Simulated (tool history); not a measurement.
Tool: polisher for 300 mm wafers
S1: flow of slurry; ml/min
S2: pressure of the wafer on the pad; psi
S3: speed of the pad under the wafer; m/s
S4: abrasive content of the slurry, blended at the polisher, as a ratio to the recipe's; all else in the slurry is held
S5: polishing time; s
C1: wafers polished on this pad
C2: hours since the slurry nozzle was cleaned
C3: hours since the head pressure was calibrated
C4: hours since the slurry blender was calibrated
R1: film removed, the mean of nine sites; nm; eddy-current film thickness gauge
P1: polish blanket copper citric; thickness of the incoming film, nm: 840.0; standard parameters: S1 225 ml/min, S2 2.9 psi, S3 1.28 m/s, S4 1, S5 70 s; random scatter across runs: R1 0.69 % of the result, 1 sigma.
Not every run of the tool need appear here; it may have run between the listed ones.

| run | hour | S1 | S2 | S3 | S4 | S5 | C1 | C2 | C3 | C4 | R1 |
|---|---|---|---|---|---|---|---|---|---|---|---|
| 1 | 9 | 225 | 2.9 | 1.28 | 1 | 70 | 822 | 388.2 | 547.9 | 88.7 | 190.01 |
| 2 | 14.7 | 225 | 2.9 | 1.28 | 1 | 70 | 883 | 393.9 | 553.6 | 94.4 | 189.74 |
| 3 | 24.6 | 315 | 2.9 | 1.28 | 1 | 70 | 990 | 403.8 | 563.5 | 104.3 | 197.51 |
| 4 | 30.1 | 225 | 4.2 | 1.28 | 1 | 70 | 1049 | 409.3 | 569 | 109.8 | 273.2 |
| 5 | 35.3 | 225 | 2.9 | 2.02 | 1 | 70 | 1104 | 414.5 | 574.2 | 115 | 300.47 |
| 6 | 43.8 | 225 | 2.9 | 1.28 | 1.45 | 70 | 1195 | 423 | 582.7 | 123.5 | 208.5 |
| 7 | 52.5 | 225 | 2.9 | 1.28 | 1 | 32 | 1289 | 431.7 | 591.4 | 132.2 | 87.649 |
| 8 | 59.5 | 225 | 2.9 | 0.78 | 1 | 70 | 1364 | 438.7 | 598.4 | 139.2 | 118.85 |
|  | 62.3 | worn pad replaced by a new one |
|  | 63.6 | slurry nozzle cleaned |
| 9 | 65.2 | 225 | 2.9 | 1.28 | 1 | 70 | 31 | 1.6 | 604.1 | 144.9 | 190.5 |
| 10 | 73.4 | 225 | 2.9 | 1.28 | 1 | 109 | 119 | 9.8 | 612.3 | 153.1 | 294.9 |
| 11 | 82.2 | 225 | 2.9 | 1.28 | 1 | 70 | 213 | 18.6 | 621.1 | 161.9 | 189.68 |
| 12 | 89.3 | 225 | 1.5 | 1.28 | 1 | 70 | 290 | 25.7 | 628.2 | 169 | 100.16 |
| 13 | 96.1 | 225 | 2.9 | 1.28 | 1 | 70 | 362 | 32.5 | 635 | 175.8 | 190.54 |
| 14 | 103.1 | 135 | 2.9 | 1.28 | 1 | 70 | 437 | 39.5 | 642 | 182.8 | 176.38 |
| 15 | 111.8 | 225 | 2.9 | 1.28 | 0.55 | 70 | 531 | 48.2 | 650.7 | 191.5 | 168.95 |
| 16 | 119.4 | 225 | 3.8 | 0.98 | 1 | 70 | 612 | 55.8 | 658.3 | 199.1 | 191.77 |
| 17 | 128.7 | 225 | 2.9 | 1.28 | 1.3 | 53 | 712 | 65.1 | 667.6 | 208.4 | 152.45 |
| 18 | 135.7 | 225 | 2.9 | 1.28 | 1 | 70 | 787 | 72.1 | 674.6 | 215.4 | 190.26 |
| 19 | 140.6 | 225 | 2.9 | 1.28 | 1 | 70 | 840 | 77 | 679.5 | 220.3 | 187.97 |
| 20 | 148.7 | 225 | 2.9 | 1.28 | 1 | 70 | 926 | 85.1 | 687.6 | 228.4 | 178.81 |

For run 21, what comes out?
|  | 155.3 | slurry blender recalibrated |
| 21 | 155.8 | 225 | 2.9 | 1.28 | 1 | 70 | 1003 | 92.2 | 694.7 | 0.5 | ? |

For run 21 the tool returned R1 178.57 nm.
